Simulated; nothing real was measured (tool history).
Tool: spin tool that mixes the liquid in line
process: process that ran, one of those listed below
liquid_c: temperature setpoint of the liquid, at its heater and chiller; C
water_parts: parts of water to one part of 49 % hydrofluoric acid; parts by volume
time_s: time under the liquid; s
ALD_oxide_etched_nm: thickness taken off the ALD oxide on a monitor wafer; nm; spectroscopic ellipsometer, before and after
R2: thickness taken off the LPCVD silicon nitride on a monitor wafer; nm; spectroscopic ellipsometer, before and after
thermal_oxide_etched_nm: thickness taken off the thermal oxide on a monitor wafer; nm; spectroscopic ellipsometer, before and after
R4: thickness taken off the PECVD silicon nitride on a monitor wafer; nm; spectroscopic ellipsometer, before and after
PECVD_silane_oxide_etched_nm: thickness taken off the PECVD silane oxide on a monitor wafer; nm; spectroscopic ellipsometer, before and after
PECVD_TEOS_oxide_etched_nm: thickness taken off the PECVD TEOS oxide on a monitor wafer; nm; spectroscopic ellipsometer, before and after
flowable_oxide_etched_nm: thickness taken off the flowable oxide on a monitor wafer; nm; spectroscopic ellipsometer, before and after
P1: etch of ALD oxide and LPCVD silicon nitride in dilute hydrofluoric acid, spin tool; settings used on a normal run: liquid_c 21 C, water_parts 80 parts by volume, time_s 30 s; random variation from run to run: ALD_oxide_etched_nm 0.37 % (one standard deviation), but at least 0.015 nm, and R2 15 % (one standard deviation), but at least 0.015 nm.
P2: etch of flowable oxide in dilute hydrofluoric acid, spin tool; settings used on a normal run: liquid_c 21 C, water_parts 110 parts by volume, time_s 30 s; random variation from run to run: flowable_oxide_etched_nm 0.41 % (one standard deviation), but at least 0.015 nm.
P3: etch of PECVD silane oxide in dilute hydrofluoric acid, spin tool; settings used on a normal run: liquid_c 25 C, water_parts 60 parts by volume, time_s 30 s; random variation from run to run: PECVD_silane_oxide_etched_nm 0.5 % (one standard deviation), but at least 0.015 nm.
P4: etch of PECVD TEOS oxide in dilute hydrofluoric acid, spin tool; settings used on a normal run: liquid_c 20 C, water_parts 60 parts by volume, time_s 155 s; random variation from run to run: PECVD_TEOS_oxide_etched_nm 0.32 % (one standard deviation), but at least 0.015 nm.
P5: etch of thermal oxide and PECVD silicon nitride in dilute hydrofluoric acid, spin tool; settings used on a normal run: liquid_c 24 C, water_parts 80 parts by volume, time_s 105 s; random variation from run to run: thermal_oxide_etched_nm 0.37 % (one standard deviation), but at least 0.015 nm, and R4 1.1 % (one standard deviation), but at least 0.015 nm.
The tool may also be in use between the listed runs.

run 1 day=0.321 | process=P1 liquid_c=21 water_parts=80 time_s=30 | ALD_oxide_etched_nm=5.6133 R2=0.15118
run 2 day=0.638 | process=P1 liquid_c=21 water_parts=80 time_s=30 | ALD_oxide_etched_nm=5.6131 R2=0.16455
run 3 day=0.9 | process=P5 liquid_c=17 water_parts=80 time_s=105 | thermal_oxide_etched_nm=4.9944 R4=1.381
run 4 day=1.075 | process=P3 liquid_c=25 water_parts=60 time_s=30 | PECVD_silane_oxide_etched_nm=13.21
run 5 day=1.408 | process=P1 liquid_c=21 water_parts=80 time_s=15 | ALD_oxide_etched_nm=2.8053 R2=0.076283
run 6 day=1.675 | process=P4 liquid_c=20 water_parts=110 time_s=155 | PECVD_TEOS_oxide_etched_nm=21.003
run 7 day=1.979 | process=P1 liquid_c=26.5 water_parts=80 time_s=50 | ALD_oxide_etched_nm=11.655 R2=0.33402
run 8 day=2.162 | process=P4 liquid_c=27.5 water_parts=60 time_s=155 | PECVD_TEOS_oxide_etched_nm=55.476
run 9 day=2.329 | process=P5 liquid_c=24 water_parts=145 time_s=105 | thermal_oxide_etched_nm=3.4154 R4=1.2151
run 10 day=2.583 | process=P1 liquid_c=21 water_parts=80 time_s=30 | ALD_oxide_etched_nm=5.6625 R2=0.14534
run 11 day=2.862 | process=P3 liquid_c=25 water_parts=60 time_s=30 | PECVD_silane_oxide_etched_nm=13.293
run 12 day=3.054 | process=P4 liquid_c=20 water_parts=60 time_s=295 | PECVD_TEOS_oxide_etched_nm=77.201
run 13 day=3.371 | process=P1 liquid_c=21 water_parts=80 time_s=30 | ALD_oxide_etched_nm=5.5678 R2=0.15997
run 14 day=3.575 | process=P4 liquid_c=20 water_parts=60 time_s=155 | PECVD_TEOS_oxide_etched_nm=40.734
run 15 day=3.867 | process=P5 liquid_c=24 water_parts=80 time_s=20 | thermal_oxide_etched_nm=1.3002 R4=0.4246
run 16 day=4.088 | process=P2 liquid_c=21 water_parts=110 time_s=45 | flowable_oxide_etched_nm=13.755
run 17 day=4.4 | process=P3 liquid_c=25 water_parts=30 time_s=30 | PECVD_silane_oxide_etched_nm=27.862
run 18 day=4.667 | process=P1 liquid_c=24.5 water_parts=80 time_s=30 | ALD_oxide_etched_nm=6.4717 R2=0.23066
run 19 day=4.996 | process=P1 liquid_c=17 water_parts=80 time_s=30 | ALD_oxide_etched_nm=4.7549 R2=0.14897
run 20 day=5.283 | process=P1 liquid_c=21 water_parts=35 time_s=30 | ALD_oxide_etched_nm=13.629 R2=0.40019
run 21 day=5.575 | process=P2 liquid_c=21 water_parts=110 time_s=30 | flowable_oxide_etched_nm=9.0201
run 22 day=5.817 | process=P2 liquid_c=21 water_parts=110 time_s=30 | flowable_oxide_etched_nm=9.112
run 23 day=6.075 | process=P1 liquid_c=21 water_parts=115 time_s=30 | ALD_oxide_etched_nm=3.7439 R2=0.12418
run 24 day=6.233 | process=P1 liquid_c=21 water_parts=80 time_s=30 | ALD_oxide_etched_nm=5.6241 R2=0.16442
run 25 day=6.504 | process=P2 liquid_c=27 water_parts=110 time_s=30 | flowable_oxide_etched_nm=11.62
run 26 day=6.725 | process=P1 liquid_c=21 water_parts=80 time_s=60 | ALD_oxide_etched_nm=11.218 R2=0.31616
run 27 day=7.054 | process=P1 liquid_c=21 water_parts=115 time_s=55 | ALD_oxide_etched_nm=6.8678 R2=0.19802
run 28 day=7.238 | process=P1 liquid_c=21 water_parts=80 time_s=30 | ALD_oxide_etched_nm=5.6633 R2=0.12622
-- day=7.308 hydrofluoric acid flow meter replaced
run 29 day=7.421 | process=P3 liquid_c=31 water_parts=60 time_s=30 | PECVD_silane_oxide_etched_nm=16.682
run 30 day=7.654 | process=P3 liquid_c=25 water_parts=60 time_s=60 | PECVD_silane_oxide_etched_nm=26.389
run 31 day=7.992 | process=P2 liquid_c=21 water_parts=65 time_s=30 | flowable_oxide_etched_nm=16.091
run 32 day=8.188 | process=P5 liquid_c=24 water_parts=80 time_s=105 | thermal_oxide_etched_nm=6.7192 R4=2.2039
run 33 day=8.438 | process=P1 liquid_c=21 water_parts=80 time_s=30 | ALD_oxide_etched_nm=5.6159 R2=0.18976
run 34 day=8.717 | process=P1 liquid_c=21 water_parts=80 time_s=30 | ALD_oxide_etched_nm=5.6421 R2=0.1231
run 35 day=8.875 | process=P1 liquid_c=21 water_parts=80 time_s=30 | ALD_oxide_etched_nm=5.5392 R2=0.13238
run 36 day=9.2 | process=P1 liquid_c=21 water_parts=80 time_s=30 | ALD_oxide_etched_nm=5.4007 R2=0.15961
run 37 day=9.521 | process=P1 liquid_c=21 water_parts=80 time_s=30 | ALD_oxide_etched_nm=5.3869 R2=0.19298
run 38 day=9.821 | process=P1 liquid_c=21 water_parts=80 time_s=30 | ALD_oxide_etched_nm=5.2957 R2=0.15172
run 39 day=10.154 | process=P1 liquid_c=21 water_parts=80 time_s=30 | ALD_oxide_etched_nm=5.2792 R2=0.0895
run 40 day=10.438 | process=P1 liquid_c=21 water_parts=80 time_s=30 | ALD_oxide_etched_nm=5.2533 R2=0.1616
run 41 day=10.725 | process=P1 liquid_c=21 water_parts=80 time_s=30 | ALD_oxide_etched_nm=5.2102 R2=0.12909
run 42 day=10.921 | process=P1 liquid_c=21 water_parts=80 time_s=30 | ALD_oxide_etched_nm=5.2391 R2=0.11712

Something has made what P1 gives creep away from where it was; the 2 causes below, each at its own stated size, fit the log equally well:
A: liquid colder than its thermometer reads (K) = 1.7
B: hydrofluoric acid flow below the setpoint (%) = 6.23
The onset of the drift is placed at about day 8.717.

Of the 4 check runs below, each run on 5 wafers with the results averaged and each result still a question mark, which one would tell the listed causes apart?
run check 1 day=11.117 | process=P2 liquid_c=21 water_parts=110 time_s=30 | flowable_oxide_etched_nm=?
run check 2 day=11.117 | process=P4 liquid_c=20 water_parts=60 time_s=155 | PECVD_TEOS_oxide_etched_nm=?
run check 3 day=11.117 | process=P5 liquid_c=24 water_parts=80 time_s=105 | thermal_oxide_etched_nm=? R4=?
run check 4 day=11.117 | process=P3 liquid_c=25 water_parts=60 time_s=30 | PECVD_silane_oxide_etched_nm=?

Check results expected under each cause:
check=check_1 result=flowable_oxide_etched_nm if_A=8.4601 if_B=8.4326
check=check_2 result=PECVD_TEOS_oxide_etched_nm if_A=38.077 if_B=38.195
check=check_3 result=thermal_oxide_etched_nm if_A=6.2464 if_B=6.2324
check=check_3 result=R4 if_A=1.9626 if_B=2.0639
check=check_4 result=PECVD_silane_oxide_etched_nm if_A=12.358 if_B=12.353
Separation of the two closest causes in each check, using whichever result separates them best: check 1 0.32 %; check 2 0.31 %; check 3 5.04 %; check 4 0.04 %
The causes can be told apart only by check 3. The other checks would give nearly the same results under each of them.

Running check 3 produced the following: thermal_oxide_etched_nm 6.223 nm; R4 1.9545 nm. Which one of the listed causes fits?

The cause is A: liquid colder than its thermometer reads (K).
